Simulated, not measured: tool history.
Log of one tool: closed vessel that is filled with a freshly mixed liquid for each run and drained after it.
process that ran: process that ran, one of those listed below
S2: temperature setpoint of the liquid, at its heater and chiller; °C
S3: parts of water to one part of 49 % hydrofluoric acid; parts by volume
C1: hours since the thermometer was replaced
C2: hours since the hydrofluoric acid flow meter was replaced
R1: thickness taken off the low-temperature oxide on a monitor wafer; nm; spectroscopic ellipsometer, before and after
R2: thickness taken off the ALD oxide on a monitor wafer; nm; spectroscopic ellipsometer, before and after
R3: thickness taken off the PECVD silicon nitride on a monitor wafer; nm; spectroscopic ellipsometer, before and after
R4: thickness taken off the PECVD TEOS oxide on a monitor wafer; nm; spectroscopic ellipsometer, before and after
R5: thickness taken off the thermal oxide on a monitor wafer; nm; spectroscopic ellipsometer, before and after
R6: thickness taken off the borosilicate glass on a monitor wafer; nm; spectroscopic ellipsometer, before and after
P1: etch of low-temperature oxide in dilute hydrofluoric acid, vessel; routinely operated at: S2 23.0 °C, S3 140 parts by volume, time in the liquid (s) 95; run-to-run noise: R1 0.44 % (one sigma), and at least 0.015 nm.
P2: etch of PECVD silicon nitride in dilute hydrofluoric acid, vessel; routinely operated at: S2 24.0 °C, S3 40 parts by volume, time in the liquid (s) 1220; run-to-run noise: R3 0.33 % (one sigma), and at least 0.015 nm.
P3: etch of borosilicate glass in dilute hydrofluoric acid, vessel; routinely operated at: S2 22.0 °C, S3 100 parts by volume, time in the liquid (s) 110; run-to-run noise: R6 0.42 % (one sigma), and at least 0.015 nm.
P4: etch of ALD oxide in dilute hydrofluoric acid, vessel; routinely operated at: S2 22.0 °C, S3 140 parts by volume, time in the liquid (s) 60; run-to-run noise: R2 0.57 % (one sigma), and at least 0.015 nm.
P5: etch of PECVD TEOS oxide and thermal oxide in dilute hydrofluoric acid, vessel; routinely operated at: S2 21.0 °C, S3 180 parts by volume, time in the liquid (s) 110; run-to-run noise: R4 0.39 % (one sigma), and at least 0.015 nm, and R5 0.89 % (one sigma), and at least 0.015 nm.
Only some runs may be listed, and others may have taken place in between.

Run 1, hour 9.0: process that ran P1, S2 23.0 °C, S3 140 parts by volume, time in the liquid (s) 95; C1 725.8; C2 1200.5. Result: R1 6.5824 nm.
Run 2, hour 18.9: process that ran P4, S2 22.0 °C, S3 140 parts by volume, time in the liquid (s) 110; C1 735.7; C2 1210.4. Result: R2 12.982 nm.
Run 3, hour 33.2: process that ran P2, S2 24.0 °C, S3 55 parts by volume, time in the liquid (s) 1220; C1 750.0; C2 1224.7. Result: R3 39.547 nm.
Run 4, hour 47.8: process that ran P1, S2 19.0 °C, S3 140 parts by volume, time in the liquid (s) 95; C1 764.6; C2 1239.3. Result: R1 5.5986 nm.
Run 5, hour 62.8: process that ran P4, S2 22.0 °C, S3 200 parts by volume, time in the liquid (s) 60; C1 779.6; C2 1254.3. Result: R2 4.568 nm.
Run 6, hour 72.3: process that ran P4, S2 17.0 °C, S3 140 parts by volume, time in the liquid (s) 60; C1 789.1; C2 1263.8. Result: R2 5.676 nm.
Run 7, hour 85.3: process that ran P1, S2 29.5 °C, S3 140 parts by volume, time in the liquid (s) 95; C1 802.1; C2 1276.8. Result: R1 8.4013 nm.
Run 8, hour 92.6: process that ran P1, S2 23.0 °C, S3 140 parts by volume, time in the liquid (s) 95; C1 809.4; C2 1284.1. Result: R1 6.5422 nm.
Run 9, hour 106.9: process that ran P1, S2 17.0 °C, S3 140 parts by volume, time in the liquid (s) 50; C1 823.7; C2 1298.4. Result: R1 2.7343 nm.
Run 10, hour 118.4: process that ran P2, S2 18.5 °C, S3 40 parts by volume, time in the liquid (s) 1220; C1 835.2; C2 1309.9. Result: R3 36.952 nm.
Run 11, hour 131.0: process that ran P1, S2 23.0 °C, S3 55 parts by volume, time in the liquid (s) 95; C1 847.8; C2 1322.5. Result: R1 18.5850 nm.
Run 12, hour 147.1: process that ran P5, S2 21.0 °C, S3 180 parts by volume, time in the liquid (s) 110; C1 863.9; C2 1338.6. Result: R4 13.833 nm, R5 2.3192 nm.
Run 13, hour 159.3: process that ran P5, S2 21.0 °C, S3 85 parts by volume, time in the liquid (s) 110; C1 876.1; C2 1350.8. Result: R4 32.527 nm, R5 5.4001 nm.
Run 14, hour 171.1: process that ran P1, S2 23.0 °C, S3 140 parts by volume, time in the liquid (s) 95; C1 887.9; C2 1362.6. Result: R1 6.6104 nm.
Run 15, hour 185.4: process that ran P3, S2 22.0 °C, S3 100 parts by volume, time in the liquid (s) 110; C1 902.2; C2 1376.9. Result: R6 23.776 nm.
Run 16, hour 197.1: process that ran P1, S2 18.5 °C, S3 85 parts by volume, time in the liquid (s) 95; C1 913.9; C2 1388.6. Result: R1 9.5500 nm.
Run 17, hour 206.0: process that ran P1, S2 23.0 °C, S3 140 parts by volume, time in the liquid (s) 95; C1 922.8; C2 1397.5. Result: R1 6.5223 nm.
Run 18, hour 218.3: process that ran P3, S2 22.0 °C, S3 100 parts by volume, time in the liquid (s) 180; C1 935.1; C2 1409.8. Result: R6 38.897 nm.
Run 19, hour 229.7: process that ran P4, S2 22.0 °C, S3 140 parts by volume, time in the liquid (s) 60; C1 946.5; C2 1421.2. Result: R2 7.041 nm.
Run 20, hour 239.1: process that ran P1, S2 23.0 °C, S3 140 parts by volume, time in the liquid (s) 95; C1 955.9; C2 1430.6. Result: R1 6.5009 nm.
Run 21, hour 255.4: process that ran P1, S2 23.0 °C, S3 140 parts by volume, time in the liquid (s) 95; C1 972.2; C2 1446.9. Result: R1 6.5614 nm.
Run 22, hour 264.9: process that ran P2, S2 24.0 °C, S3 40 parts by volume, time in the liquid (s) 1220; C1 981.7; C2 1456.4. Result: R3 53.779 nm.
Run 23, hour 277.0: process that ran P2, S2 24.0 °C, S3 40 parts by volume, time in the liquid (s) 2180; C1 993.8; C2 1468.5. Result: R3 97.016 nm.
Run 24, hour 290.9: process that ran P3, S2 22.0 °C, S3 165 parts by volume, time in the liquid (s) 110; C1 1007.7; C2 1482.4. Result: R6 13.359 nm.
Run 25, hour 299.0: process that ran P5, S2 21.0 °C, S3 180 parts by volume, time in the liquid (s) 110; C1 1015.8; C2 1490.5. Result: R4 13.739 nm, R5 2.3014 nm.
Run 26, hour 310.8: process that ran P1, S2 23.0 °C, S3 140 parts by volume, time in the liquid (s) 150; C1 1027.6; C2 1502.3. Result: R1 10.3560 nm.
Run 27, hour 323.4: process that ran P1, S2 23.0 °C, S3 140 parts by volume, time in the liquid (s) 95; C1 1040.2; C2 1514.9. Result: R1 6.5601 nm.
Run 28, hour 332.8: process that ran P1, S2 23.0 °C, S3 140 parts by volume, time in the liquid (s) 55; C1 1049.6; C2 1524.3. Result: R1 3.7890 nm.
Run 29, hour 347.8: process that ran P5, S2 21.0 °C, S3 180 parts by volume, time in the liquid (s) 175; C1 1064.6; C2 1539.3. Result: R4 21.911 nm, R5 3.6895 nm.
Run 30, hour 359.6: process that ran P3, S2 22.0 °C, S3 100 parts by volume, time in the liquid (s) 110; C1 1076.4; C2 1551.1. Result: R6 23.741 nm.
Run 31, hour 369.9: process that ran P2, S2 24.0 °C, S3 40 parts by volume, time in the liquid (s) 1220; C1 1086.7; C2 1561.4. Result: R3 54.141 nm.
Run 32, hour 380.5: process that ran P4, S2 22.0 °C, S3 140 parts by volume, time in the liquid (s) 60; C1 1097.3; C2 1572.0. Result: R2 7.112 nm.
Run 33, hour 391.6: process that ran P1, S2 23.0 °C, S3 205 parts by volume, time in the liquid (s) 95; C1 1108.4; C2 1583.1. Result: R1 4.1693 nm.
Run 34, hour 401.2: process that ran P3, S2 29.5 °C, S3 100 parts by volume, time in the liquid (s) 110; C1 1118.0; C2 1592.7. Result: R6 31.979 nm.
Run 35, hour 415.7: process that ran P5, S2 17.0 °C, S3 180 parts by volume, time in the liquid (s) 110; C1 1132.5; C2 1607.2. Result: R4 11.843 nm, R5 1.9507 nm.
Run 36, hour 425.5: process that ran P1, S2 23.0 °C, S3 140 parts by volume, time in the liquid (s) 95; C1 1142.3; C2 1617.0. Result: R1 6.5889 nm.
Run 37, hour 440.7: process that ran P1, S2 23.0 °C, S3 140 parts by volume, time in the liquid (s) 95; C1 1157.5; C2 1632.2. Result: R1 6.3427 nm.
Run 38, hour 456.4: process that ran P1, S2 23.0 °C, S3 140 parts by volume, time in the liquid (s) 95; C1 1173.2; C2 1647.9. Result: R1 6.1816 nm.
Run 39, hour 468.9: process that ran P1, S2 23.0 °C, S3 140 parts by volume, time in the liquid (s) 95; C1 1185.7; C2 1660.4. Result: R1 6.1923 nm.
Run 40, hour 478.3: process that ran P1, S2 23.0 °C, S3 140 parts by volume, time in the liquid (s) 95; C1 1195.1; C2 1669.8. Result: R1 6.2224 nm.
Run 41, hour 486.6: process that ran P1, S2 23.0 °C, S3 140 parts by volume, time in the liquid (s) 95; C1 1203.4; C2 1678.1. Result: R1 6.1995 nm.
Run 42, hour 502.7: process that ran P1, S2 23.0 °C, S3 140 parts by volume, time in the liquid (s) 95; C1 1219.5; C2 1694.2. Result: R1 6.1764 nm.

The output of P1 has drifted from where it used to be. Each of the 2 causes below, taken at the size shown beside it, accounts for the log equally well:
A: hydrofluoric acid flow below the setpoint (%) = 5.11
B: liquid colder than its thermometer reads (K) = 1.56
The drift started at roughly hour 425.5.

The check runs listed below each take one wafer, and their results are still question marks. Under which run would the listed causes lead to clearly different results?
Run check 1, hour 518.8: process that ran P5, S2 17.0 °C, S3 95 parts by volume, time in the liquid (s) 110. Result: R4 ?, R5 ?.
Run check 2, hour 518.8: process that ran P4, S2 17.0 °C, S3 140 parts by volume, time in the liquid (s) 105. Result: R2 ?.
Run check 3, hour 518.8: process that ran P2, S2 19.5 °C, S3 40 parts by volume, time in the liquid (s) 1800. Result: R3 ?.
Run check 4, hour 518.8: process that ran P3, S2 25.5 °C, S3 100 parts by volume, time in the liquid (s) 110. Result: R6 ?.

If the cause were each of the candidates in turn, the checks would give the following:
  check  result    if A    if B
check 1      R4  22.912  22.715
check 1      R5  3.8389  3.8059
check 2      R2  9.4740  9.4270
check 3      R3  55.676  52.477
check 4      R6  25.735  25.682
Minimum pairwise separation of causes per check, each pair taken at its best-separating result: check 1 0.86 %; check 2 0.5 %; check 3 5.92 %; check 4 0.21 %
Check 3 tells the causes apart: in the others they would give nearly the same result.

Check 3 has now been run. It gave: R3 55.306 nm. Which of the candidate causes is it?

A is the cause: hydrofluoric acid flow below the setpoint (%).
